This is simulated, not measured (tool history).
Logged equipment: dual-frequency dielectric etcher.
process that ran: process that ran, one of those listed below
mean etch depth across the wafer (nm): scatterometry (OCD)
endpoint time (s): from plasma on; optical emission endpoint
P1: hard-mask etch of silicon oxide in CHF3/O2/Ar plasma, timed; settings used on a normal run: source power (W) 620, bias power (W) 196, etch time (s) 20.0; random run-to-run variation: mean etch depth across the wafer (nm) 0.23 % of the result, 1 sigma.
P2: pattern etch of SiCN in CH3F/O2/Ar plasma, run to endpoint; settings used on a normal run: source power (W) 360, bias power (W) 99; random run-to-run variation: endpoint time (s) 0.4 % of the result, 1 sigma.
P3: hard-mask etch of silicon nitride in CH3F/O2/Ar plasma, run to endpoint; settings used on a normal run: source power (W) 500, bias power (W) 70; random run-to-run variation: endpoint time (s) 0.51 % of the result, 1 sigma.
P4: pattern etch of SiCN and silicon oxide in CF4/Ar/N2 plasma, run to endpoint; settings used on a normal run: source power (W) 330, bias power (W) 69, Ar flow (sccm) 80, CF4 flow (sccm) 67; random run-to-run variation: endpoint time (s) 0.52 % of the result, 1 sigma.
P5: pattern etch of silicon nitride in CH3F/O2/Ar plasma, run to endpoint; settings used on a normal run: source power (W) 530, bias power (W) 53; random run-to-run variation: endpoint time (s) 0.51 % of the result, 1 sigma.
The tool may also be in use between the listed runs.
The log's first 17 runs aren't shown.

run	day	process that ran	source power (W)	bias power (W)	etch time (s)	Ar flow (sccm)	CF4 flow (sccm)	hours since the last wet clean	hours since the last source power generator calibration	hours since the last bias power generator calibration	mean etch depth across the wafer (nm)	endpoint time (s)
18	5.446	P4	330	82		80	67	246.2	3378.8	1486.0		20.101
19	5.842	P4	330	69		80	94	255.7	3388.3	1495.5		20.448
20	6.229	P1	620	196	20.0			265.0	3397.6	1504.8	41.376	
21	6.638	P2	360	120				274.8	3407.4	1514.6		17.795
22	6.854	P5	530	42				280.0	3412.6	1519.8		51.770
23	7.238	P1	620	196	27.5			289.2	3421.8	1529.0	57.192	
24	7.550	P5	530	53				296.7	3429.3	1536.5		48.353
25	7.779	P4	250	69		80	67	302.2	3434.8	1542.0		27.325
26	8.046	P1	620	196	20.0			308.6	3441.2	1548.4	41.387	
27	8.292	P1	620	196	20.0			314.5	3447.1	1554.3	41.423	
28	8.512	P1	620	196	11.0			319.8	3452.4	1559.6	22.753	
29	8.825	P4	330	69		80	67	327.3	3459.9	1567.1		21.420
30	9.254	P1	830	196	20.0			337.6	3470.2	1577.4	46.460	
31	9.483	P1	620	196	20.0			343.1	3475.7	1582.9	41.595	
32	9.838	P1	620	196	20.0			351.6	3484.2	1591.4	41.118	
33	10.196	P1	620	196	20.0			360.2	3492.8	1600.0	40.878	
34	10.604	P1	620	196	20.0			370.0	3502.6	1609.8	40.907	
# day 10.883: wet clean of the chamber
35	11.025	P1	620	196	20.0			3.5	3512.7	1619.9	40.865	

Run 36, settings as shown, results not yet in. Your forecast:
36	11.325	P1	620	196	20.0			10.7	3519.9	1627.1	?	

Run 36 came out at mean etch depth across the wafer (nm) 40.798.
